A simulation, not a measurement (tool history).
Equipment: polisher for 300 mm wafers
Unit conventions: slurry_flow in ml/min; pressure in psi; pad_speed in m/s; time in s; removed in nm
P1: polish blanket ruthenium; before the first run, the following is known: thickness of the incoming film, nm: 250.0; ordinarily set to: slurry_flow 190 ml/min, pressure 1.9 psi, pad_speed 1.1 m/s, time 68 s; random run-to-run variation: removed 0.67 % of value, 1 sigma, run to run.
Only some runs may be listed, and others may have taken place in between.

run   hour  slurry_flow  pressure  pad_speed  time  wafers polished on this pad  hours since the slurry nozzle was cleaned  hours since the head pressure was calibrated  removed
  1    6.5          190       1.9        1.1    68                          678                                      160.2                                          78.4   78.909
  2   12.3          190       1.9        1.1    99                          744                                        166                                          84.2   114.92
  3   18.6          190       1.9        1.1    68                          816                                      172.3                                          90.5   78.761
  4   29.3          190       1.9        0.5    68                          938                                        183                                         101.2   35.993
  5   37.2          190       2.8        1.1   101                         1027                                      190.9                                         109.1   171.83
  6   45.5          115       1.9        1.1    68                         1122                                      199.2                                         117.4     71.8
  7   53.9          190       2.9        1.1    68                         1217                                      207.6                                         125.8      121
  8   63.6          190       1.9        1.1    68                         1327                                      217.3                                         135.5   78.453
  9   75.5          295       1.9        1.1    68                         1463                                      229.2                                         147.4   81.256
 10   87.5          190       1.9        1.1    68                         1599                                      241.2                                         159.4   78.855
 11   95.9          190       1.9        1.1    68                         1694                                      249.6                                         167.8    78.34
 12  105.5          190       1.9        1.1    38                         1804                                      259.2                                         177.4   43.731
 13  115.8          190       0.9        1.1    68                         1921                                      269.5                                         187.7   37.479
     117.6  -- head pressure recalibrated
 14  124.5          285       1.9        1.1    35                         2019                                      278.2                                           6.9   42.457
 15  133.9          190       1.9        1.6    68                         2126                                      287.6                                          16.3   114.82
 16  142.2          190       1.9        1.1    68                         2221                                      295.9                                          24.6   77.965
 17  153.3          190       1.9        1.1    68                         2347                                        307                                          35.7   77.286
 18  160.8          190       1.9        1.1    68                         2432                                      314.5                                          43.2   76.026
 19  169.8          190       1.9        1.1    68                         2534                                      323.5                                          52.2   75.559

For run 20, what comes out?
 20   176          190       1.9        1.1    68                         2605                                      329.7                                          58.4        ?

Run 20 yielded removed 75.01 nm.
